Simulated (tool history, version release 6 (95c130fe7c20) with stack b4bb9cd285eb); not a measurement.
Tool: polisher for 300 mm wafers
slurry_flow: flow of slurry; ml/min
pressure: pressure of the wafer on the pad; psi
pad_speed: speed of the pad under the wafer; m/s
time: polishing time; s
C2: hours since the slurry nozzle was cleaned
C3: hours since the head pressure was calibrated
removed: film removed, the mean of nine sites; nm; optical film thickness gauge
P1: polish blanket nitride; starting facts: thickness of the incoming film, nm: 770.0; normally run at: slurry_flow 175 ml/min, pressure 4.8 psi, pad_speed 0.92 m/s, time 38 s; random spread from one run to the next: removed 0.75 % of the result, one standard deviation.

Run 1, hour 8.6: slurry_flow 175 ml/min, pressure 4.8 psi, pad_speed 0.92 m/s, time 38 s; wafers polished on this pad 858; C2 331.8; C3 393.5. Result: removed 90.026 nm.
Run 2, hour 18.0: slurry_flow 235 ml/min, pressure 4.8 psi, pad_speed 0.92 m/s, time 26 s; wafers polished on this pad 997; C2 341.2; C3 402.9. Result: removed 65.330 nm.
Run 3, hour 34.0: slurry_flow 175 ml/min, pressure 7.6 psi, pad_speed 0.92 m/s, time 38 s; wafers polished on this pad 1232; C2 357.2; C3 418.9. Result: removed 143.130 nm.
Run 4, hour 49.7: slurry_flow 105 ml/min, pressure 4.8 psi, pad_speed 0.92 m/s, time 38 s; wafers polished on this pad 1464; C2 372.9; C3 434.6. Result: removed 81.738 nm.
Run 5, hour 62.9: slurry_flow 260 ml/min, pressure 4.8 psi, pad_speed 0.92 m/s, time 38 s; wafers polished on this pad 1658; C2 386.1; C3 447.8. Result: removed 94.166 nm.
Run 6, hour 78.8: slurry_flow 175 ml/min, pressure 4.8 psi, pad_speed 0.92 m/s, time 38 s; wafers polished on this pad 1892; C2 402.0; C3 463.7. Result: removed 90.646 nm.
Run 7, hour 92.3: slurry_flow 175 ml/min, pressure 4.8 psi, pad_speed 0.48 m/s, time 38 s; wafers polished on this pad 2091; C2 415.5; C3 477.2. Result: removed 53.684 nm.
Run 8, hour 100.5: slurry_flow 175 ml/min, pressure 4.8 psi, pad_speed 0.92 m/s, time 38 s; wafers polished on this pad 2212; C2 423.7; C3 485.4. Result: removed 90.865 nm.
Run 9, hour 110.6: slurry_flow 175 ml/min, pressure 4.8 psi, pad_speed 1.44 m/s, time 38 s; wafers polished on this pad 2361; C2 433.8; C3 495.5. Result: removed 130.160 nm.
Run 10, hour 123.8: slurry_flow 175 ml/min, pressure 2.2 psi, pad_speed 0.92 m/s, time 38 s; wafers polished on this pad 2555; C2 447.0; C3 508.7. Result: removed 41.314 nm.
Run 11, hour 131.0: slurry_flow 175 ml/min, pressure 4.8 psi, pad_speed 0.92 m/s, time 59 s; wafers polished on this pad 2661; C2 454.2; C3 515.9. Result: removed 141.380 nm.

The next listed run, before its measurement:
Run 12, hour 140.3: slurry_flow 175 ml/min, pressure 4.8 psi, pad_speed 1.30 m/s, time 55 s; wafers polished on this pad 2798; C2 463.5; C3 525.2. Result: removed ?.

Logged for run 12: removed 173.410 nm.
